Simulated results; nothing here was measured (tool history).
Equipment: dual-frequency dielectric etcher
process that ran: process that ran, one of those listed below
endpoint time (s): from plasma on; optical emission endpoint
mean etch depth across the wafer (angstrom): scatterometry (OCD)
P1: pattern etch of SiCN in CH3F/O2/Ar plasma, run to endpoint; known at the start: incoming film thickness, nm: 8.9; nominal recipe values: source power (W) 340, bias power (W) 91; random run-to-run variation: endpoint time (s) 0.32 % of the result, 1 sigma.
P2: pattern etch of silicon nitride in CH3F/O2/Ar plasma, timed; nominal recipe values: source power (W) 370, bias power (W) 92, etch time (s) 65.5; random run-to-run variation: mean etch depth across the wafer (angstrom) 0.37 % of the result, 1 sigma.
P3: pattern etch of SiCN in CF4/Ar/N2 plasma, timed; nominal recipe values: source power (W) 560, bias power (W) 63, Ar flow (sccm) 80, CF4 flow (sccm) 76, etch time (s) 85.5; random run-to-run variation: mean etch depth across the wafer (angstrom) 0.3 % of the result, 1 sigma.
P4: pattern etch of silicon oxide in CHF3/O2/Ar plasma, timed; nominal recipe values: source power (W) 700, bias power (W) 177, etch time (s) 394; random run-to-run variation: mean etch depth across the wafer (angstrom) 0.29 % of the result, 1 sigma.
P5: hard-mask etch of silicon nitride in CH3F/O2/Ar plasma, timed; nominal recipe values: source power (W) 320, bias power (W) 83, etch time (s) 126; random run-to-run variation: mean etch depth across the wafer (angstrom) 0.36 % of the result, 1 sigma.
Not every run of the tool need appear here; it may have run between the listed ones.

run   hour  process that ran  source power (W)  bias power (W)  etch time (s)  Ar flow (sccm)  CF4 flow (sccm)  endpoint time (s)  mean etch depth across the wafer (angstrom)
  1   10.3                P1               340              91                                                             22.699
  2   25.1                P2               370              92           92.5                                                                                           674.01
  3   32.7                P3               450              63           85.5              80               76                                                          755.33
  4   49.1                P1               340             116                                                             20.559
  5   57.5                P3               560              87           85.5              80               76                                                          1030.2
  6   73.9                P4               960             177            394                                                                                           9366.3
  7   87.8                P5               320             111            126                                                                                           911.42
  8  100.6                P5               250              83            126                                                                                           749.82
  9  114.5                P1               340              91                                                             22.704
 10  128.4                P1               450              91                                                             20.373
 11  144.1                P4               700             177          216.5                                                                                           4522.1
 12    153                P3               560              63           85.5              80               76                                                          924.99
 13  161.1                P5               320              83             78                                                                                            511.2
 14  175.8                P1               340              57                                                              26.83
 15  184.3                P2               290              92           65.5                                                                                           435.25
 16  194.2                P2               370              92           65.5                                                                                           475.46
 17  203.3                P5               320              83            126                                                                                           823.13
 18  212.2                P4               700             126            394                                                                                           7449.9
 19  221.3                P2               370              92           65.5                                                                                           476.03
 20  230.7                P3               560              63           85.5             112               76                                                          876.99
 21  240.3                P1               340              91                                                             22.622
 22  252.5                P5               320              83            126                                                                                           820.53
 23  265.4                P1               340              91                                                             22.783
 24  278.7                P3               560              63           85.5              80               98                                                          958.14
 25  286.4                P1               410             128                                                             18.628
 26  300.1                P2               370              55           65.5                                                                                           392.93
 27  311.1                P3               560              63           85.5              80               76                                                          924.88
 28  321.6                P1               250              91                                                             25.343
 29  329.7                P3               560              63          128.5              80               76                                                            1389
 30  345.2                P4               700             177            394                                                                                           8259.1
 31  355.3                P1               340              91                                                              22.67
 32  363.9                P1               340              91                                                             22.835
 33  380.4                P1               340              91                                                             22.804
 34  393.1                P1               340              91                                                             22.779
     399.8  -- wet clean of the chamber
 35  400.5                P1               340              91                                                             22.937
 36  416.6                P1               340              91                                                             23.108
 37  429.7                P1               340              91                                                             22.991
 38  443.3                P1               340              91                                                              22.97
 39  457.5                P1               340              91                                                             23.059
 40  473.3                P1               340              91                                                                 23

Compared with where it was, what P1 gives has crept away. Each cause listed below fits the log as well as the rest, at the size given for it:
A: source power that arrives under what is set, % = 4.24
B: bias power that arrives under what is set, % = 4.19
Creep in the process output first set in at about hour 355.3.
Ruled out, with reasons:
chamber walls in a state that lowers the etch rate, %: its service at hour 399.8 followed the start of the drift and did not put the process back to its old value

4 check runs are offered, one wafer each, their results left as question marks. Which one tells the causes apart?
check 1  489.1                P4               870             177          231.5                                                                                                ?
check 2  489.1                P5               320              83           84.5                                                                                                ?
check 3  489.1                P2               370              62           65.5                                                                                                ?
check 4  489.1                P3               560              63           85.5             104               76                                                               ?

What each check would give under each cause:
  check                                       result    if A    if B
check 1  mean etch depth across the wafer (angstrom)  5201.8  5216.4
check 2  mean etch depth across the wafer (angstrom)  541.73   542.2
check 3  mean etch depth across the wafer (angstrom)   406.1  407.07
check 4  mean etch depth across the wafer (angstrom)  854.12  875.12
Separation of the two closest causes in each check, using whichever result separates them best: check 1 0.28 %; check 2 0.09 %; check 3 0.24 %; check 4 2.43 %
Only in check 4 would the causes give clearly different results; in the remaining checks their results would be nearly the same.

Check 4 was then run and gave: mean etch depth across the wafer (angstrom) 853.99. Which cause is it?

The cause is A: source power that arrives under what is set, %.
